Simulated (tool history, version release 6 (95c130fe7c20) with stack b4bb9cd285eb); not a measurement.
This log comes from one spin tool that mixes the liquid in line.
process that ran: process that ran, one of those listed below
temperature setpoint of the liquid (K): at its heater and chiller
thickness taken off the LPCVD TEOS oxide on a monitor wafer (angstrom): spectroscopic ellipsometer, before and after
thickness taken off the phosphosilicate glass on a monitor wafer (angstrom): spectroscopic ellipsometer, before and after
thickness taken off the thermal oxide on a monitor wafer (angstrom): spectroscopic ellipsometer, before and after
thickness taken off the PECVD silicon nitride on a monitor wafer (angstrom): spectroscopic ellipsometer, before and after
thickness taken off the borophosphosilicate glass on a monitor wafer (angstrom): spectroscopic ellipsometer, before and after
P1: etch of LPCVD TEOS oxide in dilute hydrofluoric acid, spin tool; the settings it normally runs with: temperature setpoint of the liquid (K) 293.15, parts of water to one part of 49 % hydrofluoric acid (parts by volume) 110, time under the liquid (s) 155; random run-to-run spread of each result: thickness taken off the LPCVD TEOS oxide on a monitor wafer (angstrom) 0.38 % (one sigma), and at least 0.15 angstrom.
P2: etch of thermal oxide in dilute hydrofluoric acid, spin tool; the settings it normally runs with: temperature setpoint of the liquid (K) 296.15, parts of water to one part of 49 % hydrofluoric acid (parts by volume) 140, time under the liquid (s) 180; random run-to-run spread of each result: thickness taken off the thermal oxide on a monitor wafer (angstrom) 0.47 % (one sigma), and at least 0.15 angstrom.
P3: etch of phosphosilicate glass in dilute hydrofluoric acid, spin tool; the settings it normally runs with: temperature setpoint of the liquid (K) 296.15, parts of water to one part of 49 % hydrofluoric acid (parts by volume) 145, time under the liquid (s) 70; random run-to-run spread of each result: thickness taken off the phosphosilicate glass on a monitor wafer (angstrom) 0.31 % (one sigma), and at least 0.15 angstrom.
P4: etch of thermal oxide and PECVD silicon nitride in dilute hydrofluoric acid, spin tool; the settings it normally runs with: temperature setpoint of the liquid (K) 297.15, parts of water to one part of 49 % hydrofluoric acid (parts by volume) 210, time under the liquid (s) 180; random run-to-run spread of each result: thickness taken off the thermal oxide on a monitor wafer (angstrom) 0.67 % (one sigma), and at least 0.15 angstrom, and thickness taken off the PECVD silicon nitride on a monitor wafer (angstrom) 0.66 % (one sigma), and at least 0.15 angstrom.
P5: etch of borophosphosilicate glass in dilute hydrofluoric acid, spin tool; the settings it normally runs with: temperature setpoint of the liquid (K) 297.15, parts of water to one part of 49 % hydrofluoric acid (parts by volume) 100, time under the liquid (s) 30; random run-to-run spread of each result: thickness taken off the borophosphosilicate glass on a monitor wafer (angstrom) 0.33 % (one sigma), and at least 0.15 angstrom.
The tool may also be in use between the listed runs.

run,hour,process that ran,temperature setpoint of the liquid (K),parts of water to one part of 49 % hydrofluoric acid (parts by volume),time under the liquid (s),thickness taken off the LPCVD TEOS oxide on a monitor wafer (angstrom),thickness taken off the phosphosilicate glass on a monitor wafer (angstrom),thickness taken off the thermal oxide on a monitor wafer (angstrom),thickness taken off the PECVD silicon nitride on a monitor wafer (angstrom),thickness taken off the borophosphosilicate glass on a monitor wafer (angstrom)
1,15.4,P1,293.15,110,155,396.15,,,,
2,24.8,P1,293.15,110,155,396.73,,,,
3,38.8,P1,293.15,55,75,409.11,,,,
4,50.0,P3,296.15,145,70,,484.69,,,
5,64.3,P2,296.15,140,180,,,56.437,,
6,77.1,P1,293.15,110,155,400.06,,,,
7,92.2,P1,293.15,110,300,772.10,,,,
8,105.6,P3,290.15,145,70,,379.33,,,
9,118.4,P3,296.15,75,70,,1013.00,,,
10,133.1,P4,297.15,210,365,,,70.721,80.830,
11,145.4,P1,293.15,110,155,399.20,,,,
12,160.2,P1,290.15,110,155,350.55,,,,
13,168.1,P1,293.15,110,80,206.21,,,,
14,176.2,P5,297.15,25,30,,,,,461.350
15,183.2,P1,293.15,65,155,708.38,,,,
16,193.8,P1,293.15,170,155,241.50,,,,
17,201.5,P5,297.15,100,45,,,,,157.780
18,215.6,P5,291.65,100,30,,,,,84.099
19,231.2,P5,297.15,100,30,,,,,105.010
20,238.4,P1,298.15,110,155,484.91,,,,
21,245.3,P2,296.15,230,180,,,31.026,,
22,253.8,P3,296.15,145,70,,482.49,,,
23,266.2,P4,303.15,210,180,,,43.427,57.495,
24,281.6,P4,297.15,55,180,,,159.250,151.840,
25,295.9,P3,296.15,145,25,,171.65,,,
# hour 308.5: hydrofluoric acid flow meter replaced
26,309.8,P1,293.15,110,155,396.15,,,,
27,322.1,P2,296.15,140,330,,,104.050,,
28,333.4,P2,296.15,140,180,,,56.591,,
29,345.6,P2,290.65,140,180,,,45.329,,
30,355.6,P4,297.15,210,180,,,35.214,40.061,
31,368.3,P1,293.15,110,155,397.30,,,,
32,381.4,P1,293.15,110,155,384.74,,,,
33,393.1,P1,293.15,110,155,377.30,,,,
34,405.3,P1,293.15,110,155,370.90,,,,
35,419.2,P1,293.15,110,155,366.88,,,,
36,432.6,P1,293.15,110,155,363.11,,,,
37,446.5,P1,293.15,110,155,363.59,,,,
38,460.1,P1,293.15,110,155,362.26,,,,
39,468.2,P1,293.15,110,155,362.75,,,,
40,481.1,P1,293.15,110,155,364.55,,,,

Compared with where it was, what P1 gives has crept away. Each cause listed below fits the log as well as the rest, at the size given for it:
A: liquid colder than its thermometer reads (K) = 2.21
B: hydrofluoric acid flow below the setpoint (%) = 7.76
The creep began at about hour 368.3.

4 check runs are offered, one wafer each, their results left as question marks. Which one tells the causes apart?
check 1,494.0,P2,296.15,140,180,,,?,,
check 2,494.0,P3,296.15,145,70,,?,,,
check 3,494.0,P5,297.15,100,30,,,,,?
check 4,494.0,P4,297.15,210,180,,,?,?,

What every check run would give for each of its results, assuming each possible cause in turn:
check,result,if A,if B
check 1,thickness taken off the thermal oxide on a monitor wafer (angstrom),51.748,51.379
check 2,thickness taken off the phosphosilicate glass on a monitor wafer (angstrom),442.62,439.18
check 3,thickness taken off the borophosphosilicate glass on a monitor wafer (angstrom),96.450,96.202
check 4,thickness taken off the thermal oxide on a monitor wafer (angstrom),32.103,31.554
check 4,thickness taken off the PECVD silicon nitride on a monitor wafer (angstrom),34.861,37.042
How far apart the two closest causes lie, in the result that separates them most: check 1 0.72 %; check 2 0.78 %; check 3 0.26 %; check 4 6.07 %
Of the check runs offered, only check 4 discriminates between the causes; the rest would read about the same regardless of which cause applies.

Check 4 was then run and gave: thickness taken off the thermal oxide on a monitor wafer (angstrom) 31.653; thickness taken off the PECVD silicon nitride on a monitor wafer (angstrom) 37.586. Which cause is it?

B is the cause: hydrofluoric acid flow below the setpoint (%).
